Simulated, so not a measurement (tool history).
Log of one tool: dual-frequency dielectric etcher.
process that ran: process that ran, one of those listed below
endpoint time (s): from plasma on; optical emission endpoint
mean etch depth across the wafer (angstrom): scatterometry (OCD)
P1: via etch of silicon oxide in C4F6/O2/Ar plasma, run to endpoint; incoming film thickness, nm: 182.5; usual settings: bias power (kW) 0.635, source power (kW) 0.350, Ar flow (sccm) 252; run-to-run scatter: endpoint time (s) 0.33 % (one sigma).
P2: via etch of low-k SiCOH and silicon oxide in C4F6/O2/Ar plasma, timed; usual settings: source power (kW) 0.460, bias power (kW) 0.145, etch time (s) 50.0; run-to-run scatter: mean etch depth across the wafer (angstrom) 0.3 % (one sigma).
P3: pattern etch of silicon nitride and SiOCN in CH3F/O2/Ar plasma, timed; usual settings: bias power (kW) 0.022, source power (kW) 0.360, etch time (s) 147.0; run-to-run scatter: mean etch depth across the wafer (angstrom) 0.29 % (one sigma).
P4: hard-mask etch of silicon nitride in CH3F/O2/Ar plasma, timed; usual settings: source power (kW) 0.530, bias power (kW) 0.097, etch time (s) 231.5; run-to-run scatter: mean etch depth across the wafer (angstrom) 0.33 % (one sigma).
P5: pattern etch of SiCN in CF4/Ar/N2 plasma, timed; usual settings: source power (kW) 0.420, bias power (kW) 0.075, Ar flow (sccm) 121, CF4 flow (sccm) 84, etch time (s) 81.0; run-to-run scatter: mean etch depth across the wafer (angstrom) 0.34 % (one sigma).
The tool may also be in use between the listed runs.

| run | hour | process that ran | bias power (kW) | source power (kW) | Ar flow (sccm) | etch time (s) | CF4 flow (sccm) | hours since the last wet clean | hours since the last bias power generator calibration | hours since the last source power generator calibration | hours since the last Ar flow controller change | endpoint time (s) | mean etch depth across the wafer (angstrom) |
|---|---|---|---|---|---|---|---|---|---|---|---|---|---|
| 1 | 9.5 | P1 | 0.635 | 0.350 | 252 |  |  | 358.1 | 321.6 | 934.5 | 788.8 | 38.885 |  |
| 2 | 21.0 | P4 | 0.097 | 0.530 |  | 231.5 |  | 369.6 | 333.1 | 946.0 | 800.3 |  | 1943.20 |
| 3 | 37.7 | P1 | 0.635 | 0.350 | 252 |  |  | 386.3 | 349.8 | 962.7 | 817.0 | 39.067 |  |
| 4 | 50.1 | P5 | 0.075 | 0.550 | 121 | 81.0 | 84 | 398.7 | 362.2 | 975.1 | 829.4 |  | 809.76 |
| 5 | 58.0 | P3 | 0.022 | 0.260 |  | 147.0 |  | 406.6 | 370.1 | 983.0 | 837.3 |  | 166.86 |
| 6 | 72.7 | P2 | 0.145 | 0.460 |  | 73.5 |  | 421.3 | 384.8 | 997.7 | 852.0 |  | 1821.40 |
| 7 | 83.5 | P1 | 0.635 | 0.350 | 252 |  |  | 432.1 | 395.6 | 1008.5 | 862.8 | 38.941 |  |
|  | 94.9 | Ar flow controller replaced |
| 8 | 98.7 | P1 | 0.635 | 0.440 | 252 |  |  | 447.3 | 410.8 | 1023.7 | 3.8 | 35.707 |  |
| 9 | 106.7 | P5 | 0.075 | 0.420 | 121 | 81.0 | 61 | 455.3 | 418.8 | 1031.7 | 11.8 |  | 608.18 |
| 10 | 116.3 | P1 | 0.635 | 0.350 | 348 |  |  | 464.9 | 428.4 | 1041.3 | 21.4 | 40.174 |  |
| 11 | 133.5 | P2 | 0.145 | 0.460 |  | 50.0 |  | 482.1 | 445.6 | 1058.5 | 38.6 |  | 1239.50 |
| 12 | 142.9 | P2 | 0.177 | 0.460 |  | 50.0 |  | 491.5 | 455.0 | 1067.9 | 48.0 |  | 1315.30 |
| 13 | 152.9 | P1 | 0.437 | 0.350 | 252 |  |  | 501.5 | 465.0 | 1077.9 | 58.0 | 44.637 |  |
| 14 | 161.5 | P4 | 0.097 | 0.530 |  | 231.5 |  | 510.1 | 473.6 | 1086.5 | 66.6 |  | 1940.50 |
| 15 | 169.4 | P3 | 0.022 | 0.360 |  | 147.0 |  | 518.0 | 481.5 | 1094.4 | 74.5 |  | 187.31 |
| 16 | 177.2 | P1 | 0.811 | 0.240 | 252 |  |  | 525.8 | 489.3 | 1102.2 | 82.3 | 40.177 |  |
| 17 | 186.5 | P1 | 0.635 | 0.350 | 252 |  |  | 535.1 | 498.6 | 1111.5 | 91.6 | 38.672 |  |
| 18 | 196.7 | P5 | 0.075 | 0.420 | 121 | 81.0 | 84 | 545.3 | 508.8 | 1121.7 | 101.8 |  | 640.52 |
| 19 | 208.5 | P2 | 0.145 | 0.290 |  | 50.0 |  | 557.1 | 520.6 | 1133.5 | 113.6 |  | 1031.90 |
|  | 216.8 | bias power generator calibrated |
| 20 | 222.0 | P5 | 0.055 | 0.420 | 121 | 81.0 | 84 | 570.6 | 5.2 | 1147.0 | 127.1 |  | 574.32 |
| 21 | 234.7 | P3 | 0.022 | 0.360 |  | 147.0 |  | 583.3 | 17.9 | 1159.7 | 139.8 |  | 186.88 |
| 22 | 250.1 | P5 | 0.075 | 0.420 | 121 | 44.5 | 84 | 598.7 | 33.3 | 1175.1 | 155.2 |  | 351.41 |
| 23 | 260.3 | P4 | 0.097 | 0.380 |  | 231.5 |  | 608.9 | 43.5 | 1185.3 | 165.4 |  | 1719.40 |
| 24 | 277.6 | P3 | 0.027 | 0.360 |  | 147.0 |  | 626.2 | 60.8 | 1202.6 | 182.7 |  | 205.45 |
| 25 | 285.5 | P1 | 0.635 | 0.260 | 252 |  |  | 634.1 | 68.7 | 1210.5 | 190.6 | 43.154 |  |
| 26 | 301.7 | P5 | 0.075 | 0.420 | 149 | 81.0 | 84 | 650.3 | 84.9 | 1226.7 | 206.8 |  | 623.36 |
| 27 | 309.8 | P4 | 0.073 | 0.530 |  | 231.5 |  | 658.4 | 93.0 | 1234.8 | 214.9 |  | 1754.20 |
| 28 | 319.3 | P3 | 0.022 | 0.360 |  | 87.0 |  | 667.9 | 102.5 | 1244.3 | 224.4 |  | 109.99 |

Run 29 comes next. What will it give?
| 29 | 329.8 | P1 | 0.482 | 0.350 | 311 |  |  | 678.4 | 113.0 | 1254.8 | 234.9 | ? |  |

{"run 29": {"endpoint time (s)": 44.053}}

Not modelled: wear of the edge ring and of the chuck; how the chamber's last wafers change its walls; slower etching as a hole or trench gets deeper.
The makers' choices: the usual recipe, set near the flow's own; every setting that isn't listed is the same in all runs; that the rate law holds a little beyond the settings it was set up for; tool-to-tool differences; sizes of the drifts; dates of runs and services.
